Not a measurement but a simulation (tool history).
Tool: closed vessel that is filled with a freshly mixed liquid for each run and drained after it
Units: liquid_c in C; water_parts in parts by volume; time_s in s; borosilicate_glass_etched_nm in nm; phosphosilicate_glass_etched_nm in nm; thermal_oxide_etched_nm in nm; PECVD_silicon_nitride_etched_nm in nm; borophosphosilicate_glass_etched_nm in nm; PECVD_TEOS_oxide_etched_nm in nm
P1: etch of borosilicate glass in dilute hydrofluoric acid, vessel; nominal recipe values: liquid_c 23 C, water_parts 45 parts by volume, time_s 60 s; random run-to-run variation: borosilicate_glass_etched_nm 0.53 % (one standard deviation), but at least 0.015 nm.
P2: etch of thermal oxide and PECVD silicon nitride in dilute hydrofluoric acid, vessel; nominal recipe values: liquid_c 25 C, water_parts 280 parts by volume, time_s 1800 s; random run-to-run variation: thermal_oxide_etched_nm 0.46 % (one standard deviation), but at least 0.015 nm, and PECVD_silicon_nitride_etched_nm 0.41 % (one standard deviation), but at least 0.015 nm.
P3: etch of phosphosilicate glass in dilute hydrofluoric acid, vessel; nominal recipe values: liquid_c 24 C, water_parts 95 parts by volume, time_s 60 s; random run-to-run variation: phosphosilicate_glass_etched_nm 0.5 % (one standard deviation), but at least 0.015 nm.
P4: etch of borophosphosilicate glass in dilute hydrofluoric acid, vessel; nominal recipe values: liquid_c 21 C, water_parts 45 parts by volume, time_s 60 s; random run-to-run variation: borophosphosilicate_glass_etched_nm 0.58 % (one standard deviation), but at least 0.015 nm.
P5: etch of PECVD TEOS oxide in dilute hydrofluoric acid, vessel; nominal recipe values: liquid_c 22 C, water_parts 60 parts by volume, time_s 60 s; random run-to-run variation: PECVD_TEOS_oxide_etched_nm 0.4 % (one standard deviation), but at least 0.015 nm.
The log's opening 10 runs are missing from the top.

run,hour,process,liquid_c,water_parts,time_s,hours since the thermometer was replaced,hours since the hydrofluoric acid flow meter was replaced,borosilicate_glass_etched_nm,phosphosilicate_glass_etched_nm,thermal_oxide_etched_nm,PECVD_silicon_nitride_etched_nm,borophosphosilicate_glass_etched_nm,PECVD_TEOS_oxide_etched_nm
11,50.6,P4,21,70,60,556.1,444.2,,,,,45.565,
12,54.1,P4,27.5,45,60,559.6,447.7,,,,,96.605,
13,58.2,P1,19.5,45,60,563.7,451.8,40.046,,,,,
14,63.5,P2,25,280,1800,569,457.1,,,26.5,11.836,,
15,68.9,P5,22,60,60,574.4,462.5,,,,,,13.008
16,71.7,P1,23,30,30,577.2,465.3,35.768,,,,,
17,77.8,P5,22,110,60,583.3,471.4,,,,,,6.6917
18,82.1,P1,23,65,60,587.6,475.7,31.628,,,,,
19,87.6,P3,24,95,60,593.1,481.2,,112.02,,,,
20,91.7,P5,27.5,60,60,597.2,485.3,,,,,,16.269
21,97.3,P1,23,45,60,602.8,490.9,46.435,,,,,
22,103.1,P1,23,20,30,608.6,496.7,54.024,,,,,
23,107.7,P3,24,95,30,613.2,501.3,,55.545,,,,
24,113.4,P3,24,95,60,618.9,507,,111.58,,,,
25,118.8,P2,25,280,2775,624.3,512.4,,,40.969,18.364,,
26,123,P5,22,60,105,628.5,516.6,,,,,,22.716

Run 27, settings as shown, results not yet in. Your forecast:
27,125.8,P1,23,45,60,631.3,519.4,?,,,,,

borosilicate_glass_etched_nm: 46.263 nm
